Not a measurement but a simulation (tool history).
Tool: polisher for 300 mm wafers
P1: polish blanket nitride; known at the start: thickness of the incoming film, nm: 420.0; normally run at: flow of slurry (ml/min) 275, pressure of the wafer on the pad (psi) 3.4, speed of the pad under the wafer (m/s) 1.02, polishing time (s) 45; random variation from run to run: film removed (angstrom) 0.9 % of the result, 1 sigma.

| run | hour | flow of slurry (ml/min) | pressure of the wafer on the pad (psi) | speed of the pad under the wafer (m/s) | polishing time (s) | film removed (angstrom) |
|---|---|---|---|---|---|---|
| 1 | 9.5 | 275 | 3.4 | 1.02 | 45 | 650.95 |
| 2 | 16.5 | 275 | 2.1 | 1.02 | 45 | 404.00 |
| 3 | 25.9 | 375 | 3.4 | 1.02 | 45 | 667.93 |
| 4 | 31.5 | 275 | 3.4 | 1.02 | 57 | 827.61 |
| 5 | 36.3 | 275 | 3.4 | 0.58 | 45 | 418.89 |
| 6 | 43.2 | 275 | 3.4 | 1.02 | 45 | 652.04 |
| 7 | 51.3 | 275 | 4.2 | 1.56 | 45 | 1133.00 |
| 8 | 61.4 | 275 | 3.4 | 1.02 | 45 | 644.98 |
| 9 | 72.1 | 275 | 3.4 | 1.02 | 45 | 663.67 |
| 10 | 80.3 | 275 | 2.1 | 1.02 | 29 | 257.44 |
| 11 | 89.0 | 275 | 3.4 | 1.02 | 21 | 299.25 |
| 12 | 99.4 | 275 | 4.6 | 1.02 | 45 | 866.82 |
| 13 | 104.9 | 275 | 3.4 | 1.02 | 45 | 650.38 |
| 14 | 110.0 | 275 | 4.5 | 1.34 | 45 | 1083.20 |
| 15 | 120.4 | 165 | 3.4 | 1.02 | 45 | 625.65 |
| 16 | 127.1 | 275 | 3.4 | 1.62 | 45 | 936.47 |
| 17 | 134.4 | 275 | 3.4 | 1.02 | 45 | 654.77 |

Run 18 comes next. What will it give?
| 18 | 144.6 | 275 | 3.4 | 1.02 | 45 | ? |

{"run 18": {"film removed (angstrom)": 625.16}}

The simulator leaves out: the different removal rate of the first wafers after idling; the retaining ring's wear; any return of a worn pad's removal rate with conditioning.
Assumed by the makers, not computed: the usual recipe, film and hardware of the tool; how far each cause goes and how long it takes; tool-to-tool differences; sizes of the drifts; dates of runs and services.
